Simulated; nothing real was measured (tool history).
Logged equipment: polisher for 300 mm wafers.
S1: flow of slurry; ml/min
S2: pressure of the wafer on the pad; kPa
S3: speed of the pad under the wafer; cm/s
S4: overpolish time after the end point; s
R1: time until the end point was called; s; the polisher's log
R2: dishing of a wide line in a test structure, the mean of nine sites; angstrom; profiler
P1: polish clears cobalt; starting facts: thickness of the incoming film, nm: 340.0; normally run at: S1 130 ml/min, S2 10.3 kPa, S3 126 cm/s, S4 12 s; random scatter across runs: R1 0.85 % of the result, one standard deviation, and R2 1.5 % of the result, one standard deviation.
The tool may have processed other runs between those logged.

run 1 hour=10.8 | S1=130 S2=10.3 S3=126 S4=12 | R1=76.578 R2=369.67
run 2 hour=18.1 | S1=130 S2=10.3 S3=60 S4=12 | R1=163.05 R2=203.11
run 3 hour=25.5 | S1=130 S2=10.3 S3=176 S4=12 | R1=54.963 R2=464.92
run 4 hour=35.5 | S1=185 S2=10.3 S3=126 S4=12 | R1=73.181 R2=394.7
run 5 hour=43.5 | S1=80 S2=10.3 S3=126 S4=12 | R1=87.129 R2=337.47
run 6 hour=52.1 | S1=130 S2=10.3 S3=126 S4=12 | R1=77.061 R2=368.91
run 7 hour=56.8 | S1=130 S2=10.3 S3=126 S4=12 | R1=77.495 R2=369.42
run 8 hour=62 | S1=130 S2=14.5 S3=126 S4=12 | R1=55.432 R2=460.58
run 9 hour=67.9 | S1=130 S2=10.3 S3=126 S4=20 | R1=76.147 R2=523.73
run 10 hour=76 | S1=80 S2=10.3 S3=158 S4=12 | R1=69.358 R2=407.87
run 11 hour=86.5 | S1=130 S2=10.3 S3=126 S4=7 | R1=76.345 R2=244.51
run 12 hour=93.8 | S1=130 S2=5.5 S3=126 S4=12 | R1=145.11 R2=230.48
run 13 hour=100.3 | S1=130 S2=10.3 S3=126 S4=12 | R1=77.71 R2=361.99
run 14 hour=106.2 | S1=130 S2=10.3 S3=126 S4=12 | R1=77.747 R2=372.1
run 15 hour=111 | S1=130 S2=10.3 S3=126 S4=12 | R1=76.534 R2=371.1
run 16 hour=117.2 | S1=130 S2=10.3 S3=126 S4=12 | R1=78.161 R2=355.12
run 17 hour=122.2 | S1=130 S2=10.3 S3=126 S4=12 | R1=78.361 R2=355.22
run 18 hour=132.4 | S1=130 S2=10.3 S3=126 S4=12 | R1=81.639 R2=353.36
-- hour=138 head pressure recalibrated
run 19 hour=141 | S1=130 S2=10.3 S3=126 S4=12 | R1=81.812 R2=354.99
run 20 hour=147.1 | S1=130 S2=10.3 S3=126 S4=12 | R1=82.166 R2=359.1
run 21 hour=157.2 | S1=130 S2=10.3 S3=126 S4=12 | R1=83.919 R2=352.06
run 22 hour=163.5 | S1=130 S2=10.3 S3=126 S4=12 | R1=82.941 R2=354.32

For run 23, what comes out?
run 23 hour=173.7 | S1=130 S2=10.3 S3=126 S4=12 | R1=? R2=?

For run 23 the tool returned R1 84.486 s, R2 352.36 angstrom.
